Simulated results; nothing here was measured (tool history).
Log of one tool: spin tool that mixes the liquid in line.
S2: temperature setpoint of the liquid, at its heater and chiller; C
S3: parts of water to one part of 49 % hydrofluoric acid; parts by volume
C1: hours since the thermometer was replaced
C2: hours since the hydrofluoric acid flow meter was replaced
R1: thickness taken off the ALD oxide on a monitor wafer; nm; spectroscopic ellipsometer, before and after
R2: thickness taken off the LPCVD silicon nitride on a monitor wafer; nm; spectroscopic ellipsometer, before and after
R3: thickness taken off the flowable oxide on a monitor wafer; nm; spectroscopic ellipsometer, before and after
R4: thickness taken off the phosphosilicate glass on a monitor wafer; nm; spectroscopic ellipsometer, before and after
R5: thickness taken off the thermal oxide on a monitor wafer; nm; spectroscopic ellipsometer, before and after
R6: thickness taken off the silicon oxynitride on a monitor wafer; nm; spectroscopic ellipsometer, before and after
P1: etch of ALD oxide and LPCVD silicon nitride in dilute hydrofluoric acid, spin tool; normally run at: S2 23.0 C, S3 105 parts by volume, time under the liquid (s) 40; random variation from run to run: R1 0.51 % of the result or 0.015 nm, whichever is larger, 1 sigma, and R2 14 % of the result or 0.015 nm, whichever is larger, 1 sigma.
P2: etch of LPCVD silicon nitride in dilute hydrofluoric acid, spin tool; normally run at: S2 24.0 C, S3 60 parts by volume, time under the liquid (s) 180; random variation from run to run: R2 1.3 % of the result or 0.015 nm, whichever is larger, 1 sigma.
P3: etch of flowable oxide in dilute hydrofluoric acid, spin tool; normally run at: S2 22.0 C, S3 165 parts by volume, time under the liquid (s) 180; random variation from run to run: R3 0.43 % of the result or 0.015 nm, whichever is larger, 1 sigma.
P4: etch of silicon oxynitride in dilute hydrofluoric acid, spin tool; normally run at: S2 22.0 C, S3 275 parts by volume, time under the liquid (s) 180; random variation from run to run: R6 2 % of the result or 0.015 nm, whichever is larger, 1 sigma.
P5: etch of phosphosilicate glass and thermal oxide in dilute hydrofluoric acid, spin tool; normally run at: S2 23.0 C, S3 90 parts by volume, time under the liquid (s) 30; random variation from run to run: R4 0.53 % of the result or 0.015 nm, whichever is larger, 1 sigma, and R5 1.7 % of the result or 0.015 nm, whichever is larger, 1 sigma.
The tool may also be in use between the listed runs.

run 1 day=0.358 | process_that_ran=P1 S2=23.0 S3=105 time_under_the_liquid_(s)=40 | C1=1343.2 C2=463.6 | R1=5.6959 R2=0.141960
run 2 day=0.662 | process_that_ran=P3 S2=22.0 S3=165 time_under_the_liquid_(s)=60 | C1=1350.5 C2=470.9 | R3=12.380
run 3 day=0.929 | process_that_ran=P1 S2=23.0 S3=155 time_under_the_liquid_(s)=40 | C1=1356.9 C2=477.3 | R1=3.6520 R2=0.106570
run 4 day=1.275 | process_that_ran=P1 S2=23.0 S3=45 time_under_the_liquid_(s)=40 | C1=1365.2 C2=485.6 | R1=14.4290 R2=0.415710
run 5 day=1.608 | process_that_ran=P3 S2=22.0 S3=165 time_under_the_liquid_(s)=180 | C1=1373.2 C2=493.6 | R3=37.115
run 6 day=1.825 | process_that_ran=P5 S2=23.0 S3=90 time_under_the_liquid_(s)=30 | C1=1378.4 C2=498.8 | R4=60.733 R5=1.5694
run 7 day=2.100 | process_that_ran=P1 S2=23.0 S3=105 time_under_the_liquid_(s)=40 | C1=1385.0 C2=505.4 | R1=5.7598 R2=0.176320
run 8 day=2.325 | process_that_ran=P4 S2=22.0 S3=275 time_under_the_liquid_(s)=180 | C1=1390.4 C2=510.8 | R6=1.18820
run 9 day=2.579 | process_that_ran=P1 S2=27.5 S3=105 time_under_the_liquid_(s)=40 | C1=1396.5 C2=516.9 | R1=6.8299 R2=0.263100
run 10 day=2.912 | process_that_ran=P5 S2=23.0 S3=90 time_under_the_liquid_(s)=30 | C1=1404.5 C2=524.9 | R4=60.252 R5=1.6299
run 11 day=3.125 | process_that_ran=P3 S2=26.0 S3=165 time_under_the_liquid_(s)=180 | C1=1409.6 C2=530.0 | R3=43.823
run 12 day=3.383 | process_that_ran=P5 S2=17.0 S3=90 time_under_the_liquid_(s)=30 | C1=1415.8 C2=536.2 | R4=47.747 R5=1.2398
run 13 day=3.633 | process_that_ran=P2 S2=24.0 S3=60 time_under_the_liquid_(s)=180 | C1=1421.8 C2=542.2 | R2=1.681500
run 14 day=3.817 | process_that_ran=P1 S2=30.0 S3=105 time_under_the_liquid_(s)=20 | C1=1426.2 C2=546.6 | R1=3.7681 R2=0.098226
run 15 day=4.067 | process_that_ran=P1 S2=23.0 S3=105 time_under_the_liquid_(s)=60 | C1=1432.2 C2=552.6 | R1=8.6216 R2=0.226630
run 16 day=4.283 | process_that_ran=P2 S2=24.0 S3=20 time_under_the_liquid_(s)=180 | C1=1437.4 C2=557.8 | R2=4.792000
run 17 day=4.508 | process_that_ran=P1 S2=23.0 S3=105 time_under_the_liquid_(s)=40 | C1=1442.8 C2=563.2 | R1=5.7417 R2=0.118600
run 18 day=4.746 | process_that_ran=P4 S2=17.0 S3=275 time_under_the_liquid_(s)=180 | C1=1448.5 C2=568.9 | R6=0.90719
run 19 day=5.133 | process_that_ran=P1 S2=23.0 S3=105 time_under_the_liquid_(s)=40 | C1=1457.8 C2=578.2 | R1=5.7181 R2=0.152390
run 20 day=5.438 | process_that_ran=P2 S2=24.0 S3=60 time_under_the_liquid_(s)=180 | C1=1465.1 C2=585.5 | R2=1.628400
run 21 day=5.746 | process_that_ran=P5 S2=23.0 S3=50 time_under_the_liquid_(s)=30 | C1=1472.5 C2=592.9 | R4=114.710 R5=3.0362
run 22 day=6.017 | process_that_ran=P5 S2=23.0 S3=90 time_under_the_liquid_(s)=55 | C1=1479.0 C2=599.4 | R4=109.900 R5=2.7793
run 23 day=6.350 | process_that_ran=P2 S2=24.0 S3=60 time_under_the_liquid_(s)=15 | C1=1487.0 C2=607.4 | R2=0.132460
run 24 day=6.688 | process_that_ran=P1 S2=23.0 S3=105 time_under_the_liquid_(s)=40 | C1=1495.1 C2=615.5 | R1=5.6711 R2=0.160160
run 25 day=7.046 | process_that_ran=P1 S2=23.0 S3=105 time_under_the_liquid_(s)=20 | C1=1503.7 C2=624.1 | R1=2.8261 R2=0.117960
run 26 day=7.383 | process_that_ran=P1 S2=19.0 S3=105 time_under_the_liquid_(s)=40 | C1=1511.8 C2=632.2 | R1=4.9093 R2=0.124180
run 27 day=7.733 | process_that_ran=P4 S2=22.0 S3=275 time_under_the_liquid_(s)=270 | C1=1520.2 C2=640.6 | R6=1.77890
run 28 day=7.954 | process_that_ran=P3 S2=22.0 S3=165 time_under_the_liquid_(s)=180 | C1=1525.5 C2=645.9 | R3=36.983
run 29 day=8.271 | process_that_ran=P3 S2=22.0 S3=245 time_under_the_liquid_(s)=180 | C1=1533.1 C2=653.5 | R3=23.217
run 30 day=8.612 | process_that_ran=P1 S2=23.0 S3=105 time_under_the_liquid_(s)=40 | C1=1541.3 C2=661.7 | R1=5.7849 R2=0.151110
run 31 day=8.879 | process_that_ran=P2 S2=17.0 S3=60 time_under_the_liquid_(s)=180 | C1=1547.7 C2=668.1 | R2=1.021000
run 32 day=9.046 | process_that_ran=P4 S2=22.0 S3=385 time_under_the_liquid_(s)=180 | C1=1551.7 C2=672.1 | R6=0.75329
run 33 day=9.350 | process_that_ran=P1 S2=23.0 S3=105 time_under_the_liquid_(s)=40 | C1=1559.0 C2=679.4 | R1=5.7298 R2=0.183440
run 34 day=9.688 | process_that_ran=P1 S2=23.0 S3=105 time_under_the_liquid_(s)=40 | C1=1567.1 C2=687.5 | R1=5.9423 R2=0.112640
run 35 day=9.933 | process_that_ran=P1 S2=23.0 S3=105 time_under_the_liquid_(s)=40 | C1=1573.0 C2=693.4 | R1=5.9926 R2=0.207720
run 36 day=10.138 | process_that_ran=P1 S2=23.0 S3=105 time_under_the_liquid_(s)=40 | C1=1577.9 C2=698.3 | R1=6.0531 R2=0.156160
run 37 day=10.321 | process_that_ran=P1 S2=23.0 S3=105 time_under_the_liquid_(s)=40 | C1=1582.3 C2=702.7 | R1=5.9989 R2=0.204690
run 38 day=10.525 | process_that_ran=P1 S2=23.0 S3=105 time_under_the_liquid_(s)=40 | C1=1587.2 C2=707.6 | R1=6.0540 R2=0.141380
run 39 day=10.792 | process_that_ran=P1 S2=23.0 S3=105 time_under_the_liquid_(s)=40 | C1=1593.6 C2=714.0 | R1=6.0860 R2=0.162090
run 40 day=10.967 | process_that_ran=P1 S2=23.0 S3=105 time_under_the_liquid_(s)=40 | C1=1597.8 C2=718.2 | R1=6.1219 R2=0.219190
run 41 day=11.283 | process_that_ran=P1 S2=23.0 S3=105 time_under_the_liquid_(s)=40 | C1=1605.4 C2=725.8 | R1=6.0574 R2=0.147880
run 42 day=11.488 | process_that_ran=P1 S2=23.0 S3=105 time_under_the_liquid_(s)=40 | C1=1610.3 C2=730.7 | R1=6.0832 R2=0.163710
run 43 day=11.675 | process_that_ran=P1 S2=23.0 S3=105 time_under_the_liquid_(s)=40 | C1=1614.8 C2=735.2 | R1=6.0837 R2=0.214690

What P1 gives has crept away from where it was. These 2 causes fit the log equally well, each at the size given:
A: liquid hotter than its thermometer reads (K) = 1.63
B: hydrofluoric acid flow above the setpoint (%) = 5.9
The creep began at about day 9.350.

4 check runs are offered, each on 5 wafers whose results are averaged, their results left as question marks. Which one tells the causes apart?
run check 1 day=11.862 | process_that_ran=P4 S2=22.0 S3=275 time_under_the_liquid_(s)=180 | R6=?
run check 2 day=11.862 | process_that_ran=P2 S2=24.0 S3=60 time_under_the_liquid_(s)=180 | R2=?
run check 3 day=11.862 | process_that_ran=P3 S2=22.0 S3=165 time_under_the_liquid_(s)=180 | R3=?
run check 4 day=11.862 | process_that_ran=P5 S2=23.0 S3=90 time_under_the_liquid_(s)=30 | R4=? R5=?

What each check would give under each cause:
check=check_1 result=R6 if_A=1.22840 if_B=1.22420
check=check_2 result=R2 if_A=1.866000 if_B=1.770500
check=check_3 result=R3 if_A=39.620 if_B=39.809
check=check_4 result=R4 if_A=64.455 if_B=64.342
check=check_4 result=R5 if_A=1.6751 if_B=1.6722
How far apart the two closest causes lie, in the result that separates them most: check 1 0.34 %; check 2 5.25 %; check 3 0.48 %; check 4 0.18 %
Check 2 tells the causes apart: in the others they would give nearly the same result.

Then check 2 was run and gave: R2 1.877400 nm. Which cause is it?

It is A: liquid hotter than its thermometer reads (K).
